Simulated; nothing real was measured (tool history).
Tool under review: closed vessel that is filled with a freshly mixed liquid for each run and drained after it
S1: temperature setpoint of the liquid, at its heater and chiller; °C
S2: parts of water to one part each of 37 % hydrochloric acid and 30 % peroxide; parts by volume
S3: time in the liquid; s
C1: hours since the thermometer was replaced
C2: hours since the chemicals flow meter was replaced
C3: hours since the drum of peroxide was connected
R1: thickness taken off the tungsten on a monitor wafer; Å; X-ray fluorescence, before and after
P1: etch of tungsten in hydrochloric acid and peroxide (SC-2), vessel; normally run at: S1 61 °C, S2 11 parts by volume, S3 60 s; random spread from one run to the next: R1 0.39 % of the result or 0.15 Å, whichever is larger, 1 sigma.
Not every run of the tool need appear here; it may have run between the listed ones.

Run 1, hour 8.4: S1 61 °C, S2 11 parts by volume, S3 60 s; C1 355.9; C2 1566.7; C3 163.6. Result: R1 406.21 Å.
Run 2, hour 15.5: S1 70.5 °C, S2 7 parts by volume, S3 60 s; C1 363; C2 1573.8; C3 170.7. Result: R1 1043.3 Å.
Run 3, hour 28.8: S1 46.5 °C, S2 11 parts by volume, S3 60 s; C1 376.3; C2 1587.1; C3 184. Result: R1 157.55 Å.
Run 4, hour 36.6: S1 61 °C, S2 11 parts by volume, S3 30 s; C1 384.1; C2 1594.9; C3 191.8. Result: R1 202.46 Å.
Run 5, hour 50.9: S1 61 °C, S2 11 parts by volume, S3 60 s; C1 398.4; C2 1609.2; C3 206.1. Result: R1 403.68 Å.
At hour 55: thermometer replaced.
Run 6, hour 62.7: S1 71.5 °C, S2 11 parts by volume, S3 60 s; C1 7.8; C2 1621; C3 217.9. Result: R1 764.88 Å.
Run 7, hour 77.8: S1 61 °C, S2 11 parts by volume, S3 115 s; C1 22.9; C2 1636.1; C3 233. Result: R1 778.11 Å.
Run 8, hour 86: S1 61 °C, S2 11 parts by volume, S3 60 s; C1 31.1; C2 1644.3; C3 241.2. Result: R1 404.26 Å.
Run 9, hour 95.8: S1 61 °C, S2 19.5 parts by volume, S3 60 s; C1 40.9; C2 1654.1; C3 251. Result: R1 245.29 Å.
Run 10, hour 110.1: S1 61 °C, S2 11 parts by volume, S3 60 s; C1 55.2; C2 1668.4; C3 265.3. Result: R1 405.5 Å.
Run 11, hour 124.9: S1 61 °C, S2 4 parts by volume, S3 60 s; C1 70; C2 1683.2; C3 280.1. Result: R1 880.51 Å.
Run 12, hour 140: S1 61 °C, S2 11 parts by volume, S3 60 s; C1 85.1; C2 1698.3; C3 295.2. Result: R1 403.17 Å.
Run 13, hour 148.8: S1 61 °C, S2 11 parts by volume, S3 60 s; C1 93.9; C2 1707.1; C3 304. Result: R1 416.02 Å.
Run 14, hour 157.1: S1 61 °C, S2 11 parts by volume, S3 60 s; C1 102.2; C2 1715.4; C3 312.3. Result: R1 424.4 Å.
Run 15, hour 166.7: S1 61 °C, S2 11 parts by volume, S3 60 s; C1 111.8; C2 1725; C3 321.9. Result: R1 432.62 Å.
Run 16, hour 176.3: S1 61 °C, S2 11 parts by volume, S3 60 s; C1 121.4; C2 1734.6; C3 331.5. Result: R1 432.71 Å.
Run 17, hour 189.1: S1 61 °C, S2 11 parts by volume, S3 60 s; C1 134.2; C2 1747.4; C3 344.3. Result: R1 437.85 Å.
Run 18, hour 196.4: S1 61 °C, S2 11 parts by volume, S3 60 s; C1 141.5; C2 1754.7; C3 351.6. Result: R1 442.79 Å.
Run 19, hour 210.8: S1 61 °C, S2 11 parts by volume, S3 60 s; C1 155.9; C2 1769.1; C3 366. Result: R1 442.24 Å.
Run 20, hour 221.5: S1 61 °C, S2 11 parts by volume, S3 60 s; C1 166.6; C2 1779.8; C3 376.7. Result: R1 444.81 Å.

P1 has crept away from where it was. The log is fitted equally well by each of these 2 causes, at the sizes shown:
A: chemicals flow above the setpoint (%) = 10.6
B: liquid hotter than its thermometer reads (K) = 1.36
Onset of the creep was near hour 140.
All other causes, with the reason each is excluded:
peroxide weaker than its label (%): can reach only 8, and even then R1 would move by -7.4 %, too little or the wrong way

Each of the check runs listed below is run on 2 wafers and reports their average, with the results left as question marks. Pick the one under which the possible causes would lead to clearly different results.
Run check 1, hour 232.2: S1 48 °C, S2 4.5 parts by volume, S3 60 s. Result: R1 ?.
Run check 2, hour 232.2: S1 53 °C, S2 11 parts by volume, S3 115 s. Result: R1 ?.
Run check 3, hour 232.2: S1 50.5 °C, S2 11 parts by volume, S3 60 s. Result: R1 ?.
Run check 4, hour 232.2: S1 52 °C, S2 11 parts by volume, S3 60 s. Result: R1 ?.

Expected result of each check under each candidate cause:
  check  result    if A    if B
check 1      R1  373.17  381.78
check 2      R1  506.64  508.72
check 3      R1  224.15  225.38
check 4      R1  247.54  248.69
Per check, the gap between the least separated pair of causes, taken in the result that splits them most: check 1 2.28 %; check 2 0.41 %; check 3 0.55 %; check 4 0.46 %
The other checks would show nearly matching results whichever cause is true, so check 1 is the only one that separates the causes.

With check 1 done, the readings were: R1 375.03 Å. Identify which of the listed causes applies.

It was cause A: chemicals flow above the setpoint (%).
